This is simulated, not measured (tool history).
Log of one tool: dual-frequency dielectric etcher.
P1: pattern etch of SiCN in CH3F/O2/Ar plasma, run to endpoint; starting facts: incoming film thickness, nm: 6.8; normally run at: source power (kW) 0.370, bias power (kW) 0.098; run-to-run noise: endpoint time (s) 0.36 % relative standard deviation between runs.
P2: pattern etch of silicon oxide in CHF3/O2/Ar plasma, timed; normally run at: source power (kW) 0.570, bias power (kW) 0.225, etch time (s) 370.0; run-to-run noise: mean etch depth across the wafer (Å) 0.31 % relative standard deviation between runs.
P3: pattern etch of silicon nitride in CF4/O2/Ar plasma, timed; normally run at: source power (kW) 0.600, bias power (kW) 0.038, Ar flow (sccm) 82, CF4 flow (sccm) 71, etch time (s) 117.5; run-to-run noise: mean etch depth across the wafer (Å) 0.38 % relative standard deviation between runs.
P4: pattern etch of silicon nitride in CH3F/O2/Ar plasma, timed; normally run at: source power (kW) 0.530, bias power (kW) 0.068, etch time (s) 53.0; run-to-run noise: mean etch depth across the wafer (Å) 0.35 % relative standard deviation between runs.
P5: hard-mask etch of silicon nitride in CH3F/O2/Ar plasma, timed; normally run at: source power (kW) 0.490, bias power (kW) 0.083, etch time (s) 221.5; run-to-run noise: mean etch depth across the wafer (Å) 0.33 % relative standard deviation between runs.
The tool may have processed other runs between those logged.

| run | hour | process that ran | source power (kW) | bias power (kW) | etch time (s) | Ar flow (sccm) | CF4 flow (sccm) | hours since the last wet clean | hours since the last source power generator calibration | hours since the last bias power generator calibration | endpoint time (s) | mean etch depth across the wafer (Å) |
|---|---|---|---|---|---|---|---|---|---|---|---|---|
| 1 | 3.9 | P1 | 0.370 | 0.098 |  |  |  | 134.2 | 1424.9 | 544.5 | 17.034 |  |
| 2 | 9.0 | P2 | 0.570 | 0.225 | 222.5 |  |  | 139.3 | 1430.0 | 549.6 |  | 4645.70 |
| 3 | 12.7 | P2 | 0.700 | 0.225 | 370.0 |  |  | 143.0 | 1433.7 | 553.3 |  | 8351.00 |
| 4 | 18.8 | P5 | 0.490 | 0.083 | 129.0 |  |  | 149.1 | 1439.8 | 559.4 |  | 1049.80 |
| 5 | 23.9 | P2 | 0.570 | 0.174 | 370.0 |  |  | 154.2 | 1444.9 | 564.5 |  | 7072.50 |
| 6 | 30.6 | P1 | 0.370 | 0.123 |  |  |  | 160.9 | 1451.6 | 571.2 | 15.599 |  |
| 7 | 38.0 | P4 | 0.530 | 0.095 | 53.0 |  |  | 168.3 | 1459.0 | 578.6 |  | 456.02 |
| 8 | 43.1 | P3 | 0.600 | 0.038 | 117.5 | 82 | 71 | 173.4 | 1464.1 | 583.7 |  | 2301.80 |
| 9 | 50.5 | P2 | 0.570 | 0.225 | 370.0 |  |  | 180.8 | 1471.5 | 591.1 |  | 7739.60 |
| 10 | 55.0 | P3 | 0.600 | 0.038 | 117.5 | 82 | 71 | 185.3 | 1476.0 | 595.6 |  | 2303.50 |
| 11 | 62.7 | P3 | 0.600 | 0.026 | 117.5 | 82 | 71 | 193.0 | 1483.7 | 603.3 |  | 2045.10 |
| 12 | 69.3 | P3 | 0.800 | 0.038 | 117.5 | 82 | 71 | 199.6 | 1490.3 | 609.9 |  | 2957.50 |
| 13 | 75.8 | P1 | 0.370 | 0.061 |  |  |  | 206.1 | 1496.8 | 616.4 | 20.166 |  |
| 14 | 80.8 | P4 | 0.530 | 0.068 | 53.0 |  |  | 211.1 | 1501.8 | 621.4 |  | 406.63 |
| 15 | 87.6 | P5 | 0.390 | 0.083 | 221.5 |  |  | 217.9 | 1508.6 | 628.2 |  | 1654.20 |
| 16 | 95.3 | P3 | 0.600 | 0.038 | 117.5 | 82 | 95 | 225.6 | 1516.3 | 635.9 |  | 2405.70 |
| 17 | 100.5 | P1 | 0.370 | 0.098 |  |  |  | 230.8 | 1521.5 | 641.1 | 16.909 |  |
| 18 | 107.9 | P4 | 0.530 | 0.068 | 67.0 |  |  | 238.2 | 1528.9 | 648.5 |  | 513.36 |
|  | 112.6 | bias power generator calibrated |
| 19 | 113.7 | P3 | 0.600 | 0.038 | 117.5 | 57 | 71 | 244.0 | 1534.7 | 1.2 |  | 2413.20 |
| 20 | 117.3 | P1 | 0.370 | 0.098 |  |  |  | 247.6 | 1538.3 | 4.8 | 16.964 |  |
| 21 | 122.4 | P1 | 0.280 | 0.098 |  |  |  | 252.7 | 1543.4 | 9.9 | 18.744 |  |
| 22 | 127.2 | P5 | 0.490 | 0.083 | 221.5 |  |  | 257.5 | 1548.2 | 14.7 |  | 1799.60 |
| 23 | 134.0 | P1 | 0.440 | 0.122 |  |  |  | 264.3 | 1555.0 | 21.5 | 14.637 |  |
| 24 | 139.1 | P2 | 0.570 | 0.225 | 370.0 |  |  | 269.4 | 1560.1 | 26.6 |  | 7693.10 |
| 25 | 143.4 | P1 | 0.370 | 0.098 |  |  |  | 273.7 | 1564.4 | 30.9 | 17.026 |  |
| 26 | 151.3 | P1 | 0.370 | 0.098 |  |  |  | 281.6 | 1572.3 | 38.8 | 16.996 |  |
| 27 | 158.0 | P1 | 0.500 | 0.098 |  |  |  | 288.3 | 1579.0 | 45.5 | 15.145 |  |
| 28 | 164.6 | P4 | 0.650 | 0.068 | 53.0 |  |  | 294.9 | 1585.6 | 52.1 |  | 442.68 |
| 29 | 169.7 | P5 | 0.490 | 0.049 | 221.5 |  |  | 300.0 | 1590.7 | 57.2 |  | 1503.60 |
| 30 | 174.4 | P5 | 0.490 | 0.083 | 221.5 |  |  | 304.7 | 1595.4 | 61.9 |  | 1810.00 |
| 31 | 182.3 | P3 | 0.600 | 0.038 | 149.5 | 82 | 71 | 312.6 | 1603.3 | 69.8 |  | 2921.90 |
| 32 | 186.5 | P1 | 0.370 | 0.098 |  |  |  | 316.8 | 1607.5 | 74.0 | 16.947 |  |
| 33 | 193.7 | P1 | 0.370 | 0.098 |  |  |  | 324.0 | 1614.7 | 81.2 | 16.962 |  |
| 34 | 200.7 | P1 | 0.370 | 0.098 |  |  |  | 331.0 | 1621.7 | 88.2 | 16.793 |  |
| 35 | 206.5 | P1 | 0.370 | 0.098 |  |  |  | 336.8 | 1627.5 | 94.0 | 16.697 |  |
| 36 | 214.4 | P1 | 0.370 | 0.098 |  |  |  | 344.7 | 1635.4 | 101.9 | 16.747 |  |
|  | 214.8 | wet clean of the chamber |
| 37 | 219.6 | P1 | 0.370 | 0.098 |  |  |  | 4.9 | 1640.6 | 107.1 | 16.720 |  |
| 38 | 224.5 | P1 | 0.370 | 0.098 |  |  |  | 9.8 | 1645.5 | 112.0 | 16.614 |  |
| 39 | 229.8 | P1 | 0.370 | 0.098 |  |  |  | 15.1 | 1650.8 | 117.3 | 16.659 |  |
| 40 | 233.6 | P1 | 0.370 | 0.098 |  |  |  | 18.9 | 1654.6 | 121.1 | 16.690 |  |

P1 has crept away from where it was. The log is fitted equally well by each of these 2 causes, at the sizes shown:
A: bias power that arrives over what is set, % = 4.84
B: source power that arrives over what is set, % = 4.98
Creep in the process output first set in at about hour 193.7.
Each remaining cause and why it is not a fit:
chamber walls in a state that raises the etch rate, %: maintenance at hour 214.8, after the shift began, did not return the process to its former output

Question marks stand in for the results of the 4 check runs listed below, each run on one wafer. Under which run would the listed causes show clearly different results?
| check 1 | 237.4 | P5 | 0.420 | 0.054 | 221.5 |  |  |  |  |  |  | ? |
| check 2 | 237.4 | P4 | 0.530 | 0.093 | 53.0 |  |  |  |  |  |  | ? |
| check 3 | 237.4 | P2 | 0.570 | 0.186 | 277.0 |  |  |  |  |  |  | ? |
| check 4 | 237.4 | P3 | 0.730 | 0.038 | 117.5 | 82 | 81 |  |  |  |  | ? |

What each check would give under each cause:
| check | result | if A | if B |
|---|---|---|---|
| check 1 | mean etch depth across the wafer (Å) | 1490.10 | 1495.60 |
| check 2 | mean etch depth across the wafer (Å) | 461.09 | 461.75 |
| check 3 | mean etch depth across the wafer (Å) | 5483.40 | 5496.70 |
| check 4 | mean etch depth across the wafer (Å) | 2835.80 | 2912.40 |
Gap, in per cent, between the two causes that each check separates least, read from the result that separates them most: check 1 0.37 %; check 2 0.14 %; check 3 0.24 %; check 4 2.67 %
The causes can be told apart only by check 4. The other checks would give nearly the same results under each of them.

After running check 4, the following was obtained: mean etch depth across the wafer (Å) 2834.50. Which cause does this point to?

The correct cause is A, namely: bias power that arrives over what is set, %.
